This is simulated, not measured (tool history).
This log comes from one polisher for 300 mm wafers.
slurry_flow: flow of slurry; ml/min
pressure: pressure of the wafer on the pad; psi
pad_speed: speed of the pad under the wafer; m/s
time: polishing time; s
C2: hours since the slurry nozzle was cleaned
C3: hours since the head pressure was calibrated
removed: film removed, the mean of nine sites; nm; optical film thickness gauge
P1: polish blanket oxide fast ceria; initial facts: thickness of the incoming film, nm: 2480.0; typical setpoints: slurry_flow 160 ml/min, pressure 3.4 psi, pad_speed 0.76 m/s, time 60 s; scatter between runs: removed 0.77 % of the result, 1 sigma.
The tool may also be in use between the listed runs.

Run 1, hour 13.5: slurry_flow 160 ml/min, pressure 3.4 psi, pad_speed 0.76 m/s, time 60 s; wafers polished on this pad 621; C2 357.5; C3 387.2. Result: removed 1033.70 nm.
Run 2, hour 29.5: slurry_flow 160 ml/min, pressure 3.4 psi, pad_speed 0.76 m/s, time 60 s; wafers polished on this pad 746; C2 373.5; C3 403.2. Result: removed 1026.30 nm.
Run 3, hour 45.2: slurry_flow 160 ml/min, pressure 3.4 psi, pad_speed 0.76 m/s, time 60 s; wafers polished on this pad 869; C2 389.2; C3 418.9. Result: removed 1024.80 nm.
Run 4, hour 61.9: slurry_flow 200 ml/min, pressure 3.4 psi, pad_speed 0.76 m/s, time 60 s; wafers polished on this pad 1000; C2 405.9; C3 435.6. Result: removed 1074.50 nm.
Run 5, hour 77.2: slurry_flow 160 ml/min, pressure 4.3 psi, pad_speed 0.76 m/s, time 60 s; wafers polished on this pad 1120; C2 421.2; C3 450.9. Result: removed 1275.00 nm.
Run 6, hour 95.2: slurry_flow 160 ml/min, pressure 3.4 psi, pad_speed 0.42 m/s, time 60 s; wafers polished on this pad 1261; C2 439.2; C3 468.9. Result: removed 563.47 nm.
Run 7, hour 112.5: slurry_flow 160 ml/min, pressure 3.4 psi, pad_speed 0.76 m/s, time 60 s; wafers polished on this pad 1396; C2 456.5; C3 486.2. Result: removed 1030.70 nm.
Run 8, hour 129.8: slurry_flow 160 ml/min, pressure 3.4 psi, pad_speed 0.76 m/s, time 60 s; wafers polished on this pad 1531; C2 473.8; C3 503.5. Result: removed 1034.30 nm.
Run 9, hour 142.7: slurry_flow 160 ml/min, pressure 3.4 psi, pad_speed 0.76 m/s, time 92 s; wafers polished on this pad 1632; C2 486.7; C3 516.4. Result: removed 1571.80 nm.
Run 10, hour 156.0: slurry_flow 160 ml/min, pressure 3.4 psi, pad_speed 1.18 m/s, time 60 s; wafers polished on this pad 1736; C2 500.0; C3 529.7. Result: removed 1580.70 nm.
Run 11, hour 166.7: slurry_flow 160 ml/min, pressure 3.4 psi, pad_speed 0.44 m/s, time 74 s; wafers polished on this pad 1820; C2 510.7; C3 540.4. Result: removed 728.82 nm.
Run 12, hour 174.9: slurry_flow 160 ml/min, pressure 3.4 psi, pad_speed 0.76 m/s, time 60 s; wafers polished on this pad 1884; C2 518.9; C3 548.6. Result: removed 1030.60 nm.
Run 13, hour 185.7: slurry_flow 160 ml/min, pressure 3.4 psi, pad_speed 0.76 m/s, time 36 s; wafers polished on this pad 1969; C2 529.7; C3 559.4. Result: removed 614.16 nm.
Run 14, hour 202.1: slurry_flow 105 ml/min, pressure 3.4 psi, pad_speed 0.76 m/s, time 60 s; wafers polished on this pad 2097; C2 546.1; C3 575.8. Result: removed 932.60 nm.
Run 15, hour 213.6: slurry_flow 160 ml/min, pressure 3.4 psi, pad_speed 0.76 m/s, time 60 s; wafers polished on this pad 2187; C2 557.6; C3 587.3. Result: removed 1033.20 nm.
Run 16, hour 223.6: slurry_flow 160 ml/min, pressure 2.1 psi, pad_speed 0.76 m/s, time 60 s; wafers polished on this pad 2265; C2 567.6; C3 597.3. Result: removed 637.42 nm.
Run 17, hour 232.0: slurry_flow 160 ml/min, pressure 3.4 psi, pad_speed 0.76 m/s, time 60 s; wafers polished on this pad 2331; C2 576.0; C3 605.7. Result: removed 1029.20 nm.
Run 18, hour 245.8: slurry_flow 160 ml/min, pressure 3.4 psi, pad_speed 0.76 m/s, time 60 s; wafers polished on this pad 2439; C2 589.8; C3 619.5. Result: removed 1010.20 nm.

For run 19, what comes out?
Run 19, hour 255.3: slurry_flow 160 ml/min, pressure 3.4 psi, pad_speed 0.76 m/s, time 60 s; wafers polished on this pad 2514; C2 599.3; C3 629.0. Result: removed ?.

{"run 19": {"removed": 1013.2}}
